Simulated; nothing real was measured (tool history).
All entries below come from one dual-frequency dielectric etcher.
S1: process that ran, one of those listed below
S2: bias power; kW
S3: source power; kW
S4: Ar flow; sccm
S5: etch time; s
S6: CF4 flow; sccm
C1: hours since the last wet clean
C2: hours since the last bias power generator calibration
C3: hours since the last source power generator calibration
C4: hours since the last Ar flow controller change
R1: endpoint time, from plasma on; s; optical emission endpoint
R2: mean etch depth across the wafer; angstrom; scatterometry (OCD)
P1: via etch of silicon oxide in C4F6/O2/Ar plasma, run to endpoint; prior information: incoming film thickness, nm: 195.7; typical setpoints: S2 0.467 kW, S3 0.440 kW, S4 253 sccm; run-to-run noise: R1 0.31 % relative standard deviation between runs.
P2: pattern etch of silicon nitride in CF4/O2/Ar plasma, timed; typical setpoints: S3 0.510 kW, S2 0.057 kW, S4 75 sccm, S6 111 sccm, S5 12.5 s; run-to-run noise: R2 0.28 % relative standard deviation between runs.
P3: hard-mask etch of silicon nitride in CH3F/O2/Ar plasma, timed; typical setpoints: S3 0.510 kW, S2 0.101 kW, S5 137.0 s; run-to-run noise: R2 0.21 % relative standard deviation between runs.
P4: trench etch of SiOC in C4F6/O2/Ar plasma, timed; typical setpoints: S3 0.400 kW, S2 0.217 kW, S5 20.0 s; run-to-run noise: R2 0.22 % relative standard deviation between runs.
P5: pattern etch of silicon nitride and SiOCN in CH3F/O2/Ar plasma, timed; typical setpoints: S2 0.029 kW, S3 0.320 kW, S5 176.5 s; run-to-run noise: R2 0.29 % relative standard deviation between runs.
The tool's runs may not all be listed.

run	hour	S1	S2	S3	S4	S5	S6	C1	C2	C3	C4	R1	R2
1	3.3	P1	0.467	0.440	253			343.9	1874.9	395.8	1228.9	41.522	
2	6.5	P1	0.467	0.440	253			347.1	1878.1	399.0	1232.1	41.785	
3	11.9	P5	0.029	0.320		176.5		352.5	1883.5	404.4	1237.5		245.42
4	16.9	P5	0.029	0.320		107.0		357.5	1888.5	409.4	1242.5		149.39
5	21.9	P2	0.057	0.510	75	12.5	111	362.5	1893.5	414.4	1247.5		263.06
6	25.3	P1	0.467	0.440	253			365.9	1896.9	417.8	1250.9	41.696	
7	28.6	P3	0.101	0.510		137.0		369.2	1900.2	421.1	1254.2		1150.60
8	31.4	P2	0.057	0.510	75	15.5	111	372.0	1903.0	423.9	1257.0		325.30
9	36.6	P4	0.217	0.400		25.0		377.2	1908.2	429.1	1262.2		538.17
10	40.8	P1	0.467	0.440	167			381.4	1912.4	433.3	1266.4	39.830	
11	44.7	P4	0.217	0.400		20.0		385.3	1916.3	437.2	1270.3		429.94
12	50.0	P1	0.324	0.440	253			390.6	1921.6	442.5	1275.6	47.776	
13	54.3	P3	0.069	0.510		137.0		394.9	1925.9	446.8	1279.9		1009.00
14	59.3	P4	0.217	0.260		20.0		399.9	1930.9	451.8	1284.9		364.17
15	62.4	P1	0.467	0.320	315			403.0	1934.0	454.9	1288.0	48.095	
16	68.0	P2	0.070	0.510	75	12.5	111	408.6	1939.6	460.5	1293.6		284.57
17	73.7	P1	0.467	0.440	253			414.3	1945.3	466.2	1299.3	42.018	
18	78.7	P2	0.057	0.320	75	12.5	111	419.3	1950.3	471.2	1304.3		176.20
19	83.5	P5	0.029	0.320		176.5		424.1	1955.1	476.0	1309.1		245.85
20	86.3	P1	0.467	0.270	253			426.9	1957.9	478.8	1311.9	49.893	
21	89.0	P3	0.101	0.510		89.0		429.6	1960.6	481.5	1314.6		748.46
22	92.9	P2	0.057	0.510	52	12.5	111	433.5	1964.5	485.4	1318.5		271.03
23	97.8	P5	0.020	0.320		176.5		438.4	1969.4	490.3	1323.4		207.59
24	101.4	P1	0.467	0.530	202			442.0	1973.0	493.9	1327.0	38.080	
25	105.7	P1	0.467	0.440	299			446.3	1977.3	498.2	1331.3	42.707	
26	110.2	P1	0.614	0.440	253			450.8	1981.8	502.7	1335.8	37.593	
27	113.8	P5	0.029	0.230		176.5		454.4	1985.4	506.3	1339.4		219.61
28	119.6	P1	0.467	0.580	253			460.2	1991.2	512.1	1345.2	37.740	
29	122.7	P4	0.307	0.400		20.0		463.3	1994.3	515.2	1348.3		482.44
30	126.4	P2	0.057	0.510	75	12.5	157	467.0	1998.0	518.9	1352.0		270.69
31	129.7	P2	0.057	0.510	75	12.5	111	470.3	2001.3	522.2	1355.3		262.57
32	133.3	P3	0.101	0.680		137.0		473.9	2004.9	525.8	1358.9		1283.20
33	136.2	P3	0.101	0.510		137.0		476.8	2007.8	528.7	1361.8		1153.80
34	139.7	P1	0.467	0.440	253			480.3	2011.3	532.2	1365.3	41.785	
35	143.3	P1	0.467	0.440	253			483.9	2014.9	535.8	1368.9	41.533	
36	147.8	P1	0.467	0.440	253			488.4	2019.4	540.3	1373.4	41.414	
37	151.7	P1	0.467	0.440	253			492.3	2023.3	544.2	1377.3	40.926	
38	154.6	P1	0.467	0.440	253			495.2	2026.2	547.1	1380.2	41.073	
39	157.3	P1	0.467	0.440	253			497.9	2028.9	549.8	1382.9	41.181	

For run 40, what comes out?
40	162.2	P1	0.467	0.440	253			502.8	2033.8	554.7	1387.8	?	

{"run 40": {"R1": 41.037}}
